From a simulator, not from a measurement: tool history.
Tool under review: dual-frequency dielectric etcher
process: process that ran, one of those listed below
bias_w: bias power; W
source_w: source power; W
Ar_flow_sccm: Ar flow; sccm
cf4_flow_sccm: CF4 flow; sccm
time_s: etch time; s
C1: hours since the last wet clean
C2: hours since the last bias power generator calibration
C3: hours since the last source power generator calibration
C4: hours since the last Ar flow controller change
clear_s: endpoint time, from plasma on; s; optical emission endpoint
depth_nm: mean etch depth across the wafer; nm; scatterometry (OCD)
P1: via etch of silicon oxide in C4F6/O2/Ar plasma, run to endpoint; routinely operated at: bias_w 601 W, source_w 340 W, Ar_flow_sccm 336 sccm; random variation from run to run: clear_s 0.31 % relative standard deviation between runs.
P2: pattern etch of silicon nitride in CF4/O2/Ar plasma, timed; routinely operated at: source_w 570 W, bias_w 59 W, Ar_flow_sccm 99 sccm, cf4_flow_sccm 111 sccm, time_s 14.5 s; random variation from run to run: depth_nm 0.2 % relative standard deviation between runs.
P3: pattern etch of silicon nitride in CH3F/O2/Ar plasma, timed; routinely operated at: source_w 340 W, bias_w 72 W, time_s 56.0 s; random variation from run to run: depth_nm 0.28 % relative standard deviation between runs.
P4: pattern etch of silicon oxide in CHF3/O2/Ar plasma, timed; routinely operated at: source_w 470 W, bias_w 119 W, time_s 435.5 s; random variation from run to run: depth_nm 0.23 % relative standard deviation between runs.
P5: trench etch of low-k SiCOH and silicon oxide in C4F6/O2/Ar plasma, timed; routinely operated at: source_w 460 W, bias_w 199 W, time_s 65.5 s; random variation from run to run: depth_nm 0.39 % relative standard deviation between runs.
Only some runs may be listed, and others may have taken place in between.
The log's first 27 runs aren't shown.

{"run": 28, "hour": 271.3, "process": "P1", "bias_w": 601, "source_w": 340, "Ar_flow_sccm": 255, "C1": 562.7, "C2": 134.6, "C3": 893.4, "C4": 65.7, "clear_s": 20.113}
{"run": 29, "hour": 279.7, "process": "P3", "bias_w": 72, "source_w": 340, "time_s": 56.0, "C1": 571.1, "C2": 143.0, "C3": 901.8, "C4": 74.1, "depth_nm": 36.58}
{"run": 30, "hour": 290.2, "process": "P2", "bias_w": 59, "source_w": 570, "Ar_flow_sccm": 99, "cf4_flow_sccm": 111, "time_s": 10.0, "C1": 581.6, "C2": 153.5, "C3": 912.3, "C4": 84.6, "depth_nm": 23.272}
{"run": 31, "hour": 298.5, "process": "P2", "bias_w": 59, "source_w": 570, "Ar_flow_sccm": 99, "cf4_flow_sccm": 150, "time_s": 14.5, "C1": 589.9, "C2": 161.8, "C3": 920.6, "C4": 92.9, "depth_nm": 34.824}
{"run": 32, "hour": 309.7, "process": "P5", "bias_w": 132, "source_w": 460, "time_s": 65.5, "C1": 601.1, "C2": 173.0, "C3": 931.8, "C4": 104.1, "depth_nm": 199.13}
{"run": 33, "hour": 321.9, "process": "P1", "bias_w": 601, "source_w": 340, "Ar_flow_sccm": 336, "C1": 613.3, "C2": 185.2, "C3": 944.0, "C4": 116.3, "clear_s": 20.765}
{"run": 34, "hour": 330.0, "process": "P3", "bias_w": 72, "source_w": 340, "time_s": 56.0, "C1": 621.4, "C2": 193.3, "C3": 952.1, "C4": 124.4, "depth_nm": 36.37}
{"run": 35, "hour": 339.8, "process": "P1", "bias_w": 601, "source_w": 340, "Ar_flow_sccm": 336, "C1": 631.2, "C2": 203.1, "C3": 961.9, "C4": 134.2, "clear_s": 20.694}
{"run": 36, "hour": 352.5, "process": "P1", "bias_w": 601, "source_w": 340, "Ar_flow_sccm": 336, "C1": 643.9, "C2": 215.8, "C3": 974.6, "C4": 146.9, "clear_s": 21.014}
{"run": 37, "hour": 364.1, "process": "P1", "bias_w": 601, "source_w": 340, "Ar_flow_sccm": 336, "C1": 655.5, "C2": 227.4, "C3": 986.2, "C4": 158.5, "clear_s": 21.0}
{"run": 38, "hour": 374.2, "process": "P1", "bias_w": 601, "source_w": 340, "Ar_flow_sccm": 336, "C1": 665.6, "C2": 237.5, "C3": 996.3, "C4": 168.6, "clear_s": 21.058}
{"hour": 375.0, "done": "wet clean of the chamber"}
{"hour": 378.8, "done": "Ar flow controller replaced"}
{"run": 39, "hour": 386.3, "process": "P1", "bias_w": 601, "source_w": 340, "Ar_flow_sccm": 336, "C1": 11.3, "C2": 249.6, "C3": 1008.4, "C4": 7.6, "clear_s": 21.036}
{"run": 40, "hour": 394.1, "process": "P1", "bias_w": 601, "source_w": 340, "Ar_flow_sccm": 336, "C1": 19.1, "C2": 257.4, "C3": 1016.2, "C4": 15.4, "clear_s": 20.945}
{"run": 41, "hour": 402.6, "process": "P1", "bias_w": 601, "source_w": 340, "Ar_flow_sccm": 336, "C1": 27.6, "C2": 265.9, "C3": 1024.7, "C4": 23.9, "clear_s": 20.956}

Estimate the outcome of run 42 from the log above:
{"run": 42, "hour": 408.7, "process": "P1", "bias_w": 601, "source_w": 340, "Ar_flow_sccm": 336, "C1": 33.7, "C2": 272.0, "C3": 1030.8, "C4": 30.0, "clear_s": "?"}

clear_s: 21.054 s

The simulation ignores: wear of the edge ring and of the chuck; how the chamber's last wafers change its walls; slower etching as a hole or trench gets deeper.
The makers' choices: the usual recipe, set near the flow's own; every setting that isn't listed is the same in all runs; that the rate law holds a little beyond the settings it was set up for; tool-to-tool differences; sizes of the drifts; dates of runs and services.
